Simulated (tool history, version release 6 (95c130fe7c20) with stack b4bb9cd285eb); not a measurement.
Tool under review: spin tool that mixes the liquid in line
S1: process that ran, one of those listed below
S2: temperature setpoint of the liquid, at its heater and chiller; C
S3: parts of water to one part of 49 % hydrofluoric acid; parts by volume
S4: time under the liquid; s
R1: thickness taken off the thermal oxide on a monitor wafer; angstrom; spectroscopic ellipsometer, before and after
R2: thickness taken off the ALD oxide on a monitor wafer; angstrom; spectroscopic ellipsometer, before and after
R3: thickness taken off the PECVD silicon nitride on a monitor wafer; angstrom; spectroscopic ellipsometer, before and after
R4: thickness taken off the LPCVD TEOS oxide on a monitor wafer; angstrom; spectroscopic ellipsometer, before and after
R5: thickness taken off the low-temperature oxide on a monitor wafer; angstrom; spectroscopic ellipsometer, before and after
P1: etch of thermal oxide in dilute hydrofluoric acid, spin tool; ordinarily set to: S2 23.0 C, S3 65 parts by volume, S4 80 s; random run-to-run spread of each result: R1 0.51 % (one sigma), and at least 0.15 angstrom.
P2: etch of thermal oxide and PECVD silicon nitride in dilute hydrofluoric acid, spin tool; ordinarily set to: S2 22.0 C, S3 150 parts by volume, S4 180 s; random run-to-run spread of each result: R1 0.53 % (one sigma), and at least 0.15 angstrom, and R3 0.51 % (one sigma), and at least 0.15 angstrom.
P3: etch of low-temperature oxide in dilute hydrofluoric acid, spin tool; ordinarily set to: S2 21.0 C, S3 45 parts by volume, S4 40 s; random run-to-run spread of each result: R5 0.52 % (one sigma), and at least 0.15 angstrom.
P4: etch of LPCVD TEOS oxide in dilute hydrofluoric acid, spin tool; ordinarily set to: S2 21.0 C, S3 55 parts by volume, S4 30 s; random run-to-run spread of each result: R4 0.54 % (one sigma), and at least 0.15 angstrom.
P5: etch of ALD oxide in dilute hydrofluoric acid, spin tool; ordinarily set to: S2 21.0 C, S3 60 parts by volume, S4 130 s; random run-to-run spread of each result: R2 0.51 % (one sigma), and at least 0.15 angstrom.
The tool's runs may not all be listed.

run     day  S1    S2   S3   S4       R1      R2       R3       R4       R5
  1   0.433  P1  23.0   65   80   56.049
  2   0.829  P5  21.0   60  130           272.59
  3   1.596  P2  22.0  150  260   68.900           69.865
  4   2.362  P1  23.0   65   80   56.051
  5   2.912  P4  17.0   55   30                            140.070
  6   3.642  P1  23.0   65  155  107.620
  7   4.038  P1  23.0   65   80   56.319
  8   4.729  P1  23.0   65   80   55.523
  9   5.338  P1  23.0   95   80   36.614
 10   5.688  P1  17.5   65   80   44.404
      5.967  -- hydrofluoric acid flow meter replaced
 11   6.050  P1  23.0   25   80  153.280
 12   6.812  P3  21.0   45   15                                      40.605
 13   7.354  P5  21.0   60  230           479.41
 14   7.758  P4  21.0   20   30                            473.010
 15   8.217  P3  17.0   45   40                                      91.827
 16   8.808  P4  21.0   55   30                            164.850
 17   9.300  P5  21.0   20  130           859.95
 18   9.738  P2  22.0  150  180   47.153           48.647
 19  10.083  P4  21.0   55   30                            164.940
 20  10.417  P3  21.0   45   40                                     108.950
     10.925  -- thermometer replaced
 21  10.954  P1  23.0   45   30   30.968
 22  11.642  P1  23.0   65   80   56.139
 23  12.329  P1  29.0   65  115  102.000
 24  13.029  P3  21.0   45   40                                     108.650
 25  13.558  P1  23.0   65   15   10.427
 26  13.892  P1  23.0   65   80   56.168
 27  14.238  P1  27.5   20   80  234.540
 28  14.938  P4  21.0   55   15                             83.813
 29  15.575  P5  17.0   60  130           229.29
 30  16.275  P2  29.0  150  180   61.969           75.889
 31  16.662  P2  22.0   65  180  120.290          110.330
 32  16.996  P1  29.5   65   80   72.436
 33  17.688  P3  21.0   70   40                                      67.592
 34  18.021  P1  23.0   65   80   55.369
 35  18.529  P1  23.0   65   80   57.716
 36  19.125  P1  23.0   65   80   58.576
 37  19.783  P1  23.0   65   80   58.779
 38  20.262  P1  23.0   65   80   59.516
 39  21.012  P1  23.0   65   80   59.724
 40  21.604  P1  23.0   65   80   59.775

What P1 gives has crept away from where it was. These 2 causes fit the log equally well, each at the size given:
A: hydrofluoric acid flow above the setpoint (%) = 6.29
B: liquid hotter than its thermometer reads (K) = 1.62
The process output started creeping at around day 18.021.

The 4 check runs listed below each average the results of 2 wafers, and their outcomes are marked with question marks. Under which run would the listed causes produce clearly different results?
check 1  22.196  P2  28.5  150  180   ?       ?
check 2  22.196  P3  17.0   45   40                   ?
check 3  22.196  P4  17.0   55   15               ?
check 4  22.196  P5  21.0   20  130       ?

What every check run would give for each of its results, assuming each possible cause in turn:
  check  result    if A    if B
check 1      R1  65.051  64.166
check 1      R3  77.873  80.912
check 2      R5  97.722  98.342
check 3      R4  74.398  74.790
check 4      R2  915.38  921.99
Smallest distance between any two causes, each pair judged by its most separating result, in per cent: check 1 3.83 %; check 2 0.63 %; check 3 0.53 %; check 4 0.72 %
Only check 1 tells the causes apart: in the others they would give nearly the same result.

Here is what check 1 returned: R1 63.901 angstrom; R3 80.675 angstrom. Which cause is it?

Of the candidate causes, it is B: liquid hotter than its thermometer reads (K).
